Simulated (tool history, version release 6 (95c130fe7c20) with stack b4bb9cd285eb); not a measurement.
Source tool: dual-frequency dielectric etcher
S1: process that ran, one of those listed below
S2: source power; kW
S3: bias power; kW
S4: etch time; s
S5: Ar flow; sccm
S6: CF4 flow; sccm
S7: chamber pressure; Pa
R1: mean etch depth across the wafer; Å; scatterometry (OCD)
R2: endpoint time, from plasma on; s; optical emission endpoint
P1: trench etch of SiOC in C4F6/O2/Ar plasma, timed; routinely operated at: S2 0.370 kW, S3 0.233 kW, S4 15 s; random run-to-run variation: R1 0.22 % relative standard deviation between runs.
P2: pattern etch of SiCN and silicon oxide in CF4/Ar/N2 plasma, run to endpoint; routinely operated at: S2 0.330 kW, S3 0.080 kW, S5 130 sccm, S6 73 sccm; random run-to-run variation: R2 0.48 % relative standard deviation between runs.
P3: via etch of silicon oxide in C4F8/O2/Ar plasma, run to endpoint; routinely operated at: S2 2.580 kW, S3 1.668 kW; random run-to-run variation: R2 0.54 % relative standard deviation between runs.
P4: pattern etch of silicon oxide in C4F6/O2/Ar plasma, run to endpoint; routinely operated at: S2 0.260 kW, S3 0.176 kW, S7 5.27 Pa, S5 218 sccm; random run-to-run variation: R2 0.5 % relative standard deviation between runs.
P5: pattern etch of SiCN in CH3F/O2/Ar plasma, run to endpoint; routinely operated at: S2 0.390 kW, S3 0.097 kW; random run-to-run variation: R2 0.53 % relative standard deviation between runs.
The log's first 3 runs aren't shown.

run 4 hour=30.2 | S1=P1 S2=0.370 S3=0.233 S4=15 | R1=319.72
run 5 hour=38.3 | S1=P5 S2=0.300 S3=0.097 | R2=23.833
run 6 hour=46.8 | S1=P3 S2=2.580 S3=1.668 | R2=212.380
run 7 hour=52.9 | S1=P1 S2=0.370 S3=0.324 S4=15 | R1=357.96
run 8 hour=58.3 | S1=P4 S2=0.200 S3=0.176 S5=218 S7=5.27 | R2=17.058
-- hour=62.8 wet clean of the chamber
run 9 hour=66.7 | S1=P5 S2=0.390 S3=0.126 | R2=19.616
run 10 hour=75.7 | S1=P3 S2=3.380 S3=1.668 | R2=190.200
run 11 hour=81.0 | S1=P1 S2=0.370 S3=0.233 S4=15 | R1=320.17
run 12 hour=86.9 | S1=P1 S2=0.370 S3=0.163 S4=22 | R1=419.43
run 13 hour=92.9 | S1=P1 S2=0.370 S3=0.233 S4=15 | R1=322.12
run 14 hour=98.6 | S1=P4 S2=0.260 S3=0.176 S5=218 S7=4.27 | R2=14.843
run 15 hour=103.0 | S1=P4 S2=0.260 S3=0.235 S5=218 S7=5.27 | R2=14.092
run 16 hour=109.4 | S1=P1 S2=0.240 S3=0.233 S4=15 | R1=272.06
run 17 hour=116.3 | S1=P2 S2=0.330 S3=0.080 S5=130 S6=99 | R2=25.152
run 18 hour=126.1 | S1=P1 S2=0.370 S3=0.233 S4=15 | R1=320.61
run 19 hour=134.1 | S1=P1 S2=0.370 S3=0.233 S4=15 | R1=321.80
run 20 hour=141.9 | S1=P1 S2=0.370 S3=0.168 S4=15 | R1=288.64
run 21 hour=151.0 | S1=P3 S2=2.580 S3=1.668 | R2=214.080
run 22 hour=157.1 | S1=P2 S2=0.330 S3=0.080 S5=130 S6=73 | R2=26.358

Expected results for the next run?
run 23 hour=167.1 | S1=P2 S2=0.410 S3=0.080 S5=130 S6=73 | R2=?

R2: 21.928 s
